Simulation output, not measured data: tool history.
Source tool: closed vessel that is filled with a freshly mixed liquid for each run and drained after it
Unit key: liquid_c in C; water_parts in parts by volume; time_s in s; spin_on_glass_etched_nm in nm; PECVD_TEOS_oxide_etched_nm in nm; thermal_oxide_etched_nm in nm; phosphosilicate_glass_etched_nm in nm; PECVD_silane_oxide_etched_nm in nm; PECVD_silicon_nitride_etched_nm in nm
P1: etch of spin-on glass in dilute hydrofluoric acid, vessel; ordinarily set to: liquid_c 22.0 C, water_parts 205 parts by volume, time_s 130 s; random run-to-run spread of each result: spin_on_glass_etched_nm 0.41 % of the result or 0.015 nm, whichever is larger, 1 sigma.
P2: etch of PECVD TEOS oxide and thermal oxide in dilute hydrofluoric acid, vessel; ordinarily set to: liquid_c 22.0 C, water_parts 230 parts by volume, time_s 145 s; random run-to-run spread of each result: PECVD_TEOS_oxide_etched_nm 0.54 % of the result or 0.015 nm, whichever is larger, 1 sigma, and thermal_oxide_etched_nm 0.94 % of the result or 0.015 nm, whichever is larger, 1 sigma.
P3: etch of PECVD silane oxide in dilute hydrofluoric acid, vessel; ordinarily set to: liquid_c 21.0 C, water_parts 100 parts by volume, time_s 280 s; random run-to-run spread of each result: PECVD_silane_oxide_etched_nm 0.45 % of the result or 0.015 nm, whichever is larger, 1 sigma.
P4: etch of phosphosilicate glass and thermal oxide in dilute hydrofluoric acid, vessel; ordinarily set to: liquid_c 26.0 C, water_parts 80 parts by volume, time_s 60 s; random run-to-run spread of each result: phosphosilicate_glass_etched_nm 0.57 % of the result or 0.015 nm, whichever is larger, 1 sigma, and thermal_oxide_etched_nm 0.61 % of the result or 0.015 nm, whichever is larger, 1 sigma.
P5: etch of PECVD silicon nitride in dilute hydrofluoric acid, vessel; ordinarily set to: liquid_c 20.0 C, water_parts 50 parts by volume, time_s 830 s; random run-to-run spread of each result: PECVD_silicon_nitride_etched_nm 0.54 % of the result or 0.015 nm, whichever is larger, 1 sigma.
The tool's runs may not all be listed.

run	day	process	liquid_c	water_parts	time_s	hours since the thermometer was replaced	hours since the hydrofluoric acid flow meter was replaced	spin_on_glass_etched_nm	PECVD_TEOS_oxide_etched_nm	thermal_oxide_etched_nm	phosphosilicate_glass_etched_nm	PECVD_silane_oxide_etched_nm	PECVD_silicon_nitride_etched_nm
1	0.267	P1	22.0	205	130	1311.2	1381.9	13.6100					
2	0.521	P2	22.0	230	145	1317.3	1388.0		8.1646	2.32320			
3	0.738	P4	26.0	80	30	1322.5	1393.2			1.89990	47.104		
4	0.946	P1	22.0	205	190	1327.5	1398.2	19.8070					
5	1.225	P3	21.0	100	30	1334.2	1404.9					4.9924	
6	1.438	P2	22.0	410	145	1339.3	1410.0		3.8466	1.12440			
7	1.688	P1	22.0	205	130	1345.3	1416.0	13.4890					
8	1.825	P4	26.0	80	60	1348.6	1419.3			3.85650	95.576		
9	1.975	P5	20.0	85	830	1352.2	1422.9						13.612
10	2.188	P1	17.0	205	130	1357.3	1428.0	11.1410					
11	2.433	P1	22.0	95	40	1363.2	1433.9	10.0970					
12	2.754	P5	20.0	50	830	1370.9	1441.6						22.840
13	2.929	P2	29.0	230	145	1375.1	1445.8		10.4460	3.06790			
14	3.217	P5	17.0	50	830	1382.0	1452.7						18.615
15	3.433	P1	22.0	55	130	1387.2	1457.9	59.9970					
# day 3.642: thermometer replaced
16	3.671	P3	21.0	100	280	0.8	1463.6					47.0090	
17	3.871	P5	20.0	50	830	5.6	1468.4						22.902
18	4.033	P3	21.0	185	280	9.5	1472.3					22.9770	
19	4.296	P1	22.0	205	130	15.8	1478.6	13.5340					
20	4.446	P2	22.0	230	45	19.4	1482.2		2.5195	0.74804			
21	4.762	P3	21.0	100	280	27.0	1489.8					46.4910	
22	4.958	P1	28.5	205	130	31.7	1494.5	17.1010					
23	5.188	P1	22.0	205	130	37.2	1500.0	13.5330					
24	5.492	P3	17.0	100	280	44.5	1507.3					39.4920	
25	5.746	P4	26.0	140	60	50.6	1513.4			2.03150	50.499		
26	5.946	P5	20.0	50	1650	55.4	1518.2						45.501
27	6.233	P1	22.0	330	130	62.3	1525.1	7.4653					
28	6.483	P4	33.5	80	60	68.3	1531.1			5.10260	127.060		
29	6.704	P1	22.0	205	45	73.6	1536.4	4.6851					
30	6.929	P1	22.0	205	130	79.0	1541.8	13.5610					
31	7.088	P1	22.0	205	130	82.8	1545.6	13.1400					
32	7.354	P1	22.0	205	130	89.2	1552.0	12.8390					
33	7.525	P1	22.0	205	130	93.3	1556.1	12.7020					
34	7.754	P1	22.0	205	130	98.8	1561.6	12.5410					
35	7.946	P1	22.0	205	130	103.4	1566.2	12.5220					
36	8.208	P1	22.0	205	130	109.7	1572.5	12.5530					

The output of P1 has drifted from where it used to be. Each of the 2 causes below, taken at the size shown beside it, accounts for the log equally well:
A: hydrofluoric acid flow below the setpoint (%) = 6.15
B: liquid colder than its thermometer reads (K) = 2.03
The creep began at about day 6.929.

Listed below are the offered check runs, one wafer per run, with question marks in place of results. For which of them would the causes give clearly different outcomes?
check 1	8.471	P5	20.0	80	830								?
check 2	8.471	P4	32.0	80	30					?	?		
check 3	8.471	P3	21.0	175	280							?	
check 4	8.471	P2	22.0	395	145				?	?			

How each check would come out, cause by cause:
check	result	if A	if B
check 1	PECVD_silicon_nitride_etched_nm	13.635	12.605
check 2	thermal_oxide_etched_nm	2.25220	2.24020
check 2	phosphosilicate_glass_etched_nm	56.065	55.764
check 3	PECVD_silane_oxide_etched_nm	22.8230	22.7250
check 4	PECVD_TEOS_oxide_etched_nm	3.7334	3.7934
check 4	thermal_oxide_etched_nm	1.08850	1.10600
Gap, in per cent, between the two causes that each check separates least, read from the result that separates them most: check 1 7.85 %; check 2 0.54 %; check 3 0.43 %; check 4 1.59 %
The causes can be told apart only by check 1. The other checks would give nearly the same results under each of them.

Check 1 was then run and gave: PECVD_silicon_nitride_etched_nm 12.621 nm. Which cause is it?

The cause is B: liquid colder than its thermometer reads (K).

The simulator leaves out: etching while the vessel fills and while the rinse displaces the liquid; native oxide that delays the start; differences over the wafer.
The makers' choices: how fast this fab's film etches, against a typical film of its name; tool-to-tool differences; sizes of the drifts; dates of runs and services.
